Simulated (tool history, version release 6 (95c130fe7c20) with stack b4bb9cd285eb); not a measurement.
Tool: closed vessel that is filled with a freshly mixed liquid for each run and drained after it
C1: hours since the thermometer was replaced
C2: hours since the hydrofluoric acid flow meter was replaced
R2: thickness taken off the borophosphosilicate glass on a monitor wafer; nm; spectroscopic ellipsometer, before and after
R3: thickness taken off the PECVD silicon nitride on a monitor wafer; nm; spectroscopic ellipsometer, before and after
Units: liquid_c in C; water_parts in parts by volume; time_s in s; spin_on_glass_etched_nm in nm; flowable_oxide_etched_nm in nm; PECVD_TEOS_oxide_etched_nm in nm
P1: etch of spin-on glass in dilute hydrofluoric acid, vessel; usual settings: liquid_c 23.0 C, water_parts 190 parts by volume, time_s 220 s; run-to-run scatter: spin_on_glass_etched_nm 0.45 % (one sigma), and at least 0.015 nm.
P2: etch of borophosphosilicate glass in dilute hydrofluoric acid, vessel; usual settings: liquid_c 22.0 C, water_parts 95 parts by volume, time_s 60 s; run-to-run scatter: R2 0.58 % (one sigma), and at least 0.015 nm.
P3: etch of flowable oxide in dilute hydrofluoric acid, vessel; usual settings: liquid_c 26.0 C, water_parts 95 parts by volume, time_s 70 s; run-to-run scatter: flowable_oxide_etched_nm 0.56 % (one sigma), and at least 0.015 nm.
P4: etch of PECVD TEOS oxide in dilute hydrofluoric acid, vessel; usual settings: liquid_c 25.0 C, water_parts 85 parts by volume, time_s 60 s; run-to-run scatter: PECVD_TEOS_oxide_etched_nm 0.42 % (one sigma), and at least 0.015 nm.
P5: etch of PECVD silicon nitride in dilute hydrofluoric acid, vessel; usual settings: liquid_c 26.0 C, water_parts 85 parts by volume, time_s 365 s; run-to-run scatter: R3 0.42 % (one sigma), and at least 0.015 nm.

Run 1, hour 9.2: process P1, liquid_c 23.0 C, water_parts 190 parts by volume, time_s 220 s; C1 1186.9; C2 366.5. Result: spin_on_glass_etched_nm 44.3600 nm.
Run 2, hour 19.0: process P1, liquid_c 23.0 C, water_parts 190 parts by volume, time_s 220 s; C1 1196.7; C2 376.3. Result: spin_on_glass_etched_nm 44.1780 nm.
Run 3, hour 25.4: process P2, liquid_c 22.0 C, water_parts 30 parts by volume, time_s 60 s; C1 1203.1; C2 382.7. Result: R2 76.433 nm.
Run 4, hour 35.0: process P5, liquid_c 26.0 C, water_parts 85 parts by volume, time_s 700 s; C1 1212.7; C2 392.3. Result: R3 16.9370 nm.
Run 5, hour 43.8: process P5, liquid_c 22.5 C, water_parts 85 parts by volume, time_s 365 s; C1 1221.5; C2 401.1. Result: R3 7.0268 nm.
Run 6, hour 52.8: process P3, liquid_c 26.0 C, water_parts 140 parts by volume, time_s 70 s; C1 1230.5; C2 410.1. Result: flowable_oxide_etched_nm 12.727 nm.
Run 7, hour 62.0: process P2, liquid_c 22.0 C, water_parts 95 parts by volume, time_s 60 s; C1 1239.7; C2 419.3. Result: R2 22.139 nm.
Run 8, hour 71.5: process P3, liquid_c 26.0 C, water_parts 95 parts by volume, time_s 100 s; C1 1249.2; C2 428.8. Result: flowable_oxide_etched_nm 27.864 nm.
Run 9, hour 77.8: process P1, liquid_c 23.0 C, water_parts 190 parts by volume, time_s 365 s; C1 1255.5; C2 435.1. Result: spin_on_glass_etched_nm 73.3500 nm.
Run 10, hour 83.2: process P1, liquid_c 23.0 C, water_parts 190 parts by volume, time_s 40 s; C1 1260.9; C2 440.5. Result: spin_on_glass_etched_nm 8.0459 nm.
Run 11, hour 92.5: process P1, liquid_c 23.0 C, water_parts 190 parts by volume, time_s 220 s; C1 1270.2; C2 449.8. Result: spin_on_glass_etched_nm 44.3650 nm.
Run 12, hour 101.6: process P1, liquid_c 23.0 C, water_parts 275 parts by volume, time_s 385 s; C1 1279.3; C2 458.9. Result: spin_on_glass_etched_nm 49.1510 nm.
Run 13, hour 109.3: process P4, liquid_c 20.0 C, water_parts 85 parts by volume, time_s 60 s; C1 1287.0; C2 466.6. Result: PECVD_TEOS_oxide_etched_nm 13.935 nm.
Run 14, hour 116.4: process P4, liquid_c 25.0 C, water_parts 85 parts by volume, time_s 30 s; C1 1294.1; C2 473.7. Result: PECVD_TEOS_oxide_etched_nm 8.539 nm.
Run 15, hour 125.6: process P1, liquid_c 23.0 C, water_parts 270 parts by volume, time_s 220 s; C1 1303.3; C2 482.9. Result: spin_on_glass_etched_nm 28.5710 nm.
Run 16, hour 132.9: process P5, liquid_c 26.0 C, water_parts 25 parts by volume, time_s 365 s; C1 1310.6; C2 490.2. Result: R3 29.4390 nm.
Run 17, hour 137.9: process P3, liquid_c 26.0 C, water_parts 95 parts by volume, time_s 70 s; C1 1315.6; C2 495.2. Result: flowable_oxide_etched_nm 19.761 nm.
Run 18, hour 146.5: process P4, liquid_c 25.0 C, water_parts 85 parts by volume, time_s 60 s; C1 1324.2; C2 503.8. Result: PECVD_TEOS_oxide_etched_nm 17.204 nm.
Run 19, hour 155.8: process P5, liquid_c 26.0 C, water_parts 85 parts by volume, time_s 365 s; C1 1333.5; C2 513.1. Result: R3 8.8403 nm.
Run 20, hour 163.4: process P1, liquid_c 23.0 C, water_parts 190 parts by volume, time_s 220 s; C1 1341.1; C2 520.7. Result: spin_on_glass_etched_nm 44.5730 nm.
Run 21, hour 170.3: process P4, liquid_c 25.0 C, water_parts 45 parts by volume, time_s 60 s; C1 1348.0; C2 527.6. Result: PECVD_TEOS_oxide_etched_nm 34.294 nm.
Run 22, hour 175.0: process P1, liquid_c 23.0 C, water_parts 55 parts by volume, time_s 220 s; C1 1352.7; C2 532.3. Result: spin_on_glass_etched_nm 179.2600 nm.
Run 23, hour 179.7: process P3, liquid_c 31.5 C, water_parts 95 parts by volume, time_s 70 s; C1 1357.4; C2 537.0. Result: flowable_oxide_etched_nm 24.359 nm.
Run 24, hour 186.6: process P2, liquid_c 22.0 C, water_parts 95 parts by volume, time_s 60 s; C1 1364.3; C2 543.9. Result: R2 22.150 nm.
Run 25, hour 192.5: process P1, liquid_c 17.0 C, water_parts 190 parts by volume, time_s 220 s; C1 1370.2; C2 549.8. Result: spin_on_glass_etched_nm 35.0260 nm.
Run 26, hour 199.6: process P1, liquid_c 31.0 C, water_parts 190 parts by volume, time_s 220 s; C1 1377.3; C2 556.9. Result: spin_on_glass_etched_nm 58.9570 nm.
Run 27, hour 206.0: process P2, liquid_c 22.0 C, water_parts 95 parts by volume, time_s 115 s; C1 1383.7; C2 563.3. Result: R2 42.783 nm.
Run 28, hour 213.9: process P5, liquid_c 26.0 C, water_parts 85 parts by volume, time_s 365 s; C1 1391.6; C2 571.2. Result: R3 8.8642 nm.
Run 29, hour 222.5: process P2, liquid_c 17.0 C, water_parts 95 parts by volume, time_s 60 s; C1 1400.2; C2 579.8. Result: R2 18.116 nm.
Run 30, hour 228.4: process P1, liquid_c 23.0 C, water_parts 190 parts by volume, time_s 220 s; C1 1406.1; C2 585.7. Result: spin_on_glass_etched_nm 44.3290 nm.
Run 31, hour 234.0: process P1, liquid_c 23.0 C, water_parts 190 parts by volume, time_s 220 s; C1 1411.7; C2 591.3. Result: spin_on_glass_etched_nm 42.8590 nm.
Run 32, hour 241.7: process P1, liquid_c 23.0 C, water_parts 190 parts by volume, time_s 220 s; C1 1419.4; C2 599.0. Result: spin_on_glass_etched_nm 42.1620 nm.
Run 33, hour 248.7: process P1, liquid_c 23.0 C, water_parts 190 parts by volume, time_s 220 s; C1 1426.4; C2 606.0. Result: spin_on_glass_etched_nm 41.6470 nm.
Run 34, hour 258.2: process P1, liquid_c 23.0 C, water_parts 190 parts by volume, time_s 220 s; C1 1435.9; C2 615.5. Result: spin_on_glass_etched_nm 41.1480 nm.
Run 35, hour 267.2: process P1, liquid_c 23.0 C, water_parts 190 parts by volume, time_s 220 s; C1 1444.9; C2 624.5. Result: spin_on_glass_etched_nm 41.5480 nm.
Run 36, hour 276.0: process P1, liquid_c 23.0 C, water_parts 190 parts by volume, time_s 220 s; C1 1453.7; C2 633.3. Result: spin_on_glass_etched_nm 41.0720 nm.

What P1 gives has crept away from where it was. These 2 causes fit the log equally well, each at the size given:
A: hydrofluoric acid flow below the setpoint (%) = 5.47
B: liquid colder than its thermometer reads (K) = 1.79
The creep began at about hour 228.4.

4 check runs are offered, one wafer each, their results left as question marks. Which one tells the causes apart?
Run check 1, hour 284.8: process P4, liquid_c 25.0 C, water_parts 85 parts by volume, time_s 60 s. Result: PECVD_TEOS_oxide_etched_nm ?.
Run check 2, hour 284.8: process P5, liquid_c 26.0 C, water_parts 85 parts by volume, time_s 365 s. Result: R3 ?.
Run check 3, hour 284.8: process P3, liquid_c 26.0 C, water_parts 95 parts by volume, time_s 70 s. Result: flowable_oxide_etched_nm ?.
Run check 4, hour 284.8: process P2, liquid_c 22.0 C, water_parts 95 parts by volume, time_s 60 s. Result: R2 ?.

What each check would give under each cause:
  check                      result    if A    if B
check 1  PECVD_TEOS_oxide_etched_nm  16.118  15.973
check 2                          R3  8.3697  7.8671
check 3    flowable_oxide_etched_nm  18.557  18.426
check 4                          R2  20.882  20.668
How far apart the two closest causes lie, in the result that separates them most: check 1 0.91 %; check 2 6.19 %; check 3 0.71 %; check 4 1.03 %
Check 2 tells the causes apart: in the others they would give nearly the same result.

Then check 2 was run and gave: R3 7.8598 nm. Which cause is it?

It is B: liquid colder than its thermometer reads (K).
